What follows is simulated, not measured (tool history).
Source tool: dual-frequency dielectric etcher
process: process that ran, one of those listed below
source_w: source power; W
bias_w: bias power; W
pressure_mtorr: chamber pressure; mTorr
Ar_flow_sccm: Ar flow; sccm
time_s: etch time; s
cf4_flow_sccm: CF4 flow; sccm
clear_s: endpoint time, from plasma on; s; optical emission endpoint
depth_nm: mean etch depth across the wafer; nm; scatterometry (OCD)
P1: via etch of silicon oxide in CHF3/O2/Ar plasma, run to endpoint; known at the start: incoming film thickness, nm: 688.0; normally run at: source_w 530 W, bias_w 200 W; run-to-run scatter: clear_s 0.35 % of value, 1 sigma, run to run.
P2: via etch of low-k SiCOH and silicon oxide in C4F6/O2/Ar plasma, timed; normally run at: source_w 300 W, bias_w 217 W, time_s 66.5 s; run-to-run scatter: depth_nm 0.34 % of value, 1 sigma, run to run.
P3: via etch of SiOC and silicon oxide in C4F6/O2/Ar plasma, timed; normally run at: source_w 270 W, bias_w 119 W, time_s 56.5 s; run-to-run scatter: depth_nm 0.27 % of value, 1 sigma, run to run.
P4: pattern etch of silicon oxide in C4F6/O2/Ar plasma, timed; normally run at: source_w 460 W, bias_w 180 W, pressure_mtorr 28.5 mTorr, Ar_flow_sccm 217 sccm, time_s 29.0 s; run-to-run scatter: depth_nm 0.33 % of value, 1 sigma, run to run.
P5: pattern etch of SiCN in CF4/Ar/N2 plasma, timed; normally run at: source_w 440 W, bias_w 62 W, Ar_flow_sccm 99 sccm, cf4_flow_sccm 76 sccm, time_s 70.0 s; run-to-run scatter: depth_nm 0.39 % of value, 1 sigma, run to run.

{"run": 1, "hour": 17.1, "process": "P1", "source_w": 530, "bias_w": 200, "clear_s": 356.45}
{"run": 2, "hour": 32.6, "process": "P4", "source_w": 620, "bias_w": 180, "pressure_mtorr": 28.5, "Ar_flow_sccm": 217, "time_s": 29.0, "depth_nm": 114.76}
{"run": 3, "hour": 51.3, "process": "P1", "source_w": 530, "bias_w": 200, "clear_s": 358.13}
{"run": 4, "hour": 61.8, "process": "P4", "source_w": 460, "bias_w": 180, "pressure_mtorr": 28.5, "Ar_flow_sccm": 217, "time_s": 29.0, "depth_nm": 102.17}
{"run": 5, "hour": 71.0, "process": "P5", "source_w": 440, "bias_w": 62, "Ar_flow_sccm": 65, "time_s": 70.0, "cf4_flow_sccm": 76, "depth_nm": 59.099}
{"run": 6, "hour": 86.1, "process": "P5", "source_w": 440, "bias_w": 62, "Ar_flow_sccm": 99, "time_s": 70.0, "cf4_flow_sccm": 54, "depth_nm": 52.783}
{"run": 7, "hour": 94.6, "process": "P1", "source_w": 660, "bias_w": 200, "clear_s": 327.74}
{"run": 8, "hour": 110.8, "process": "P4", "source_w": 460, "bias_w": 180, "pressure_mtorr": 28.5, "Ar_flow_sccm": 217, "time_s": 19.0, "depth_nm": 67.011}
{"run": 9, "hour": 124.1, "process": "P3", "source_w": 270, "bias_w": 119, "time_s": 69.5, "depth_nm": 57.814}
{"run": 10, "hour": 139.3, "process": "P1", "source_w": 530, "bias_w": 200, "clear_s": 353.84}
{"run": 11, "hour": 156.9, "process": "P5", "source_w": 440, "bias_w": 48, "Ar_flow_sccm": 99, "time_s": 70.0, "cf4_flow_sccm": 76, "depth_nm": 51.726}
{"run": 12, "hour": 165.8, "process": "P2", "source_w": 300, "bias_w": 217, "time_s": 66.5, "depth_nm": 168.58}
{"run": 13, "hour": 178.0, "process": "P5", "source_w": 440, "bias_w": 62, "Ar_flow_sccm": 99, "time_s": 70.0, "cf4_flow_sccm": 76, "depth_nm": 55.43}
{"run": 14, "hour": 189.9, "process": "P3", "source_w": 270, "bias_w": 90, "time_s": 56.5, "depth_nm": 43.282}
{"run": 15, "hour": 202.0, "process": "P3", "source_w": 270, "bias_w": 119, "time_s": 56.5, "depth_nm": 46.779}
{"run": 16, "hour": 219.3, "process": "P1", "source_w": 350, "bias_w": 200, "clear_s": 417.01}
{"run": 17, "hour": 236.2, "process": "P5", "source_w": 440, "bias_w": 62, "Ar_flow_sccm": 99, "time_s": 38.5, "cf4_flow_sccm": 76, "depth_nm": 30.696}
{"hour": 249.2, "done": "source power generator calibrated"}
{"run": 18, "hour": 250.4, "process": "P3", "source_w": 190, "bias_w": 119, "time_s": 56.5, "depth_nm": 40.835}
{"run": 19, "hour": 266.3, "process": "P4", "source_w": 460, "bias_w": 180, "pressure_mtorr": 28.5, "Ar_flow_sccm": 130, "time_s": 29.0, "depth_nm": 107.66}
{"run": 20, "hour": 275.5, "process": "P1", "source_w": 530, "bias_w": 200, "clear_s": 355.36}
{"run": 21, "hour": 288.2, "process": "P2", "source_w": 300, "bias_w": 275, "time_s": 66.5, "depth_nm": 183.5}
{"run": 22, "hour": 298.1, "process": "P2", "source_w": 300, "bias_w": 217, "time_s": 98.0, "depth_nm": 249.39}
{"run": 23, "hour": 313.0, "process": "P1", "source_w": 530, "bias_w": 200, "clear_s": 356.4}
{"run": 24, "hour": 328.7, "process": "P5", "source_w": 300, "bias_w": 62, "Ar_flow_sccm": 99, "time_s": 70.0, "cf4_flow_sccm": 76, "depth_nm": 39.828}
{"run": 25, "hour": 340.9, "process": "P3", "source_w": 270, "bias_w": 119, "time_s": 56.5, "depth_nm": 46.895}
{"run": 26, "hour": 357.2, "process": "P1", "source_w": 530, "bias_w": 200, "clear_s": 355.16}
{"run": 27, "hour": 372.7, "process": "P4", "source_w": 460, "bias_w": 180, "pressure_mtorr": 34.5, "Ar_flow_sccm": 217, "time_s": 29.0, "depth_nm": 100.01}
{"run": 28, "hour": 385.3, "process": "P5", "source_w": 440, "bias_w": 62, "Ar_flow_sccm": 99, "time_s": 70.0, "cf4_flow_sccm": 76, "depth_nm": 55.423}
{"run": 29, "hour": 397.0, "process": "P1", "source_w": 630, "bias_w": 142, "clear_s": 372.6}
{"run": 30, "hour": 414.8, "process": "P4", "source_w": 460, "bias_w": 120, "pressure_mtorr": 28.5, "Ar_flow_sccm": 217, "time_s": 29.0, "depth_nm": 90.527}
{"run": 31, "hour": 425.8, "process": "P1", "source_w": 530, "bias_w": 282, "clear_s": 314.95}
{"run": 32, "hour": 437.6, "process": "P2", "source_w": 420, "bias_w": 217, "time_s": 66.5, "depth_nm": 193.0}
{"run": 33, "hour": 449.9, "process": "P1", "source_w": 530, "bias_w": 134, "clear_s": 405.33}
{"run": 34, "hour": 461.5, "process": "P1", "source_w": 630, "bias_w": 238, "clear_s": 313.34}
{"run": 35, "hour": 474.0, "process": "P1", "source_w": 530, "bias_w": 200, "clear_s": 354.0}
{"run": 36, "hour": 488.2, "process": "P1", "source_w": 530, "bias_w": 200, "clear_s": 359.0}
{"run": 37, "hour": 504.6, "process": "P1", "source_w": 530, "bias_w": 200, "clear_s": 360.32}
{"run": 38, "hour": 522.4, "process": "P1", "source_w": 530, "bias_w": 200, "clear_s": 360.15}
{"hour": 531.5, "done": "wet clean of the chamber"}
{"run": 39, "hour": 538.2, "process": "P1", "source_w": 530, "bias_w": 200, "clear_s": 359.78}
{"run": 40, "hour": 551.9, "process": "P1", "source_w": 530, "bias_w": 200, "clear_s": 361.56}
{"run": 41, "hour": 566.1, "process": "P1", "source_w": 530, "bias_w": 200, "clear_s": 361.98}
{"run": 42, "hour": 581.7, "process": "P1", "source_w": 530, "bias_w": 200, "clear_s": 361.85}
{"run": 43, "hour": 591.7, "process": "P1", "source_w": 530, "bias_w": 200, "clear_s": 361.54}
{"run": 44, "hour": 607.5, "process": "P1", "source_w": 530, "bias_w": 200, "clear_s": 359.13}

P1 no longer gives what it gave before; its output has crept away from where it was. The following 2 causes, each at its listed size, fit the log equally well:
A: source power that arrives under what is set, % = 4.51
B: bias power that arrives under what is set, % = 4.95
At approximately hour 474.0, the process output began to creep.
Why every other cause is out:
chamber walls in a state that lowers the etch rate, %: serviced at hour 531.5, which brought nothing back

The list below offers 4 check runs, each averaging the results of 2 wafers, and shows each result as a question mark. For which of them would the listed causes give clearly different results?
{"run": "check 1", "hour": 623.3, "process": "P4", "source_w": 460, "bias_w": 180, "pressure_mtorr": 28.5, "Ar_flow_sccm": 217, "time_s": 29.0, "depth_nm": "?"}
{"run": "check 2", "hour": 623.3, "process": "P2", "source_w": 300, "bias_w": 217, "time_s": 66.5, "depth_nm": "?"}
{"run": "check 3", "hour": 623.3, "process": "P3", "source_w": 270, "bias_w": 119, "time_s": 56.5, "depth_nm": "?"}
{"run": "check 4", "hour": 623.3, "process": "P5", "source_w": 440, "bias_w": 62, "Ar_flow_sccm": 99, "time_s": 70.0, "cf4_flow_sccm": 76, "depth_nm": "?"}

If the cause were each of the candidates in turn, the checks would give the following:
check=check_1 result=depth_nm if_A=100.330 if_B=100.550
check=check_2 result=depth_nm if_A=166.270 if_B=166.400
check=check_3 result=depth_nm if_A=45.989 if_B=46.122
check=check_4 result=depth_nm if_A=53.483 if_B=54.783
Gap, in per cent, between the two causes that each check separates least, read from the result that separates them most: check 1 0.22 %; check 2 0.07 %; check 3 0.29 %; check 4 2.4 %
Of the check runs offered, only check 4 discriminates between the causes; the rest would read about the same regardless of which cause applies.

Here is what check 4 returned: depth_nm 53.719 nm. Which cause is it?

Of the candidate causes, it is A: source power that arrives under what is set, %.

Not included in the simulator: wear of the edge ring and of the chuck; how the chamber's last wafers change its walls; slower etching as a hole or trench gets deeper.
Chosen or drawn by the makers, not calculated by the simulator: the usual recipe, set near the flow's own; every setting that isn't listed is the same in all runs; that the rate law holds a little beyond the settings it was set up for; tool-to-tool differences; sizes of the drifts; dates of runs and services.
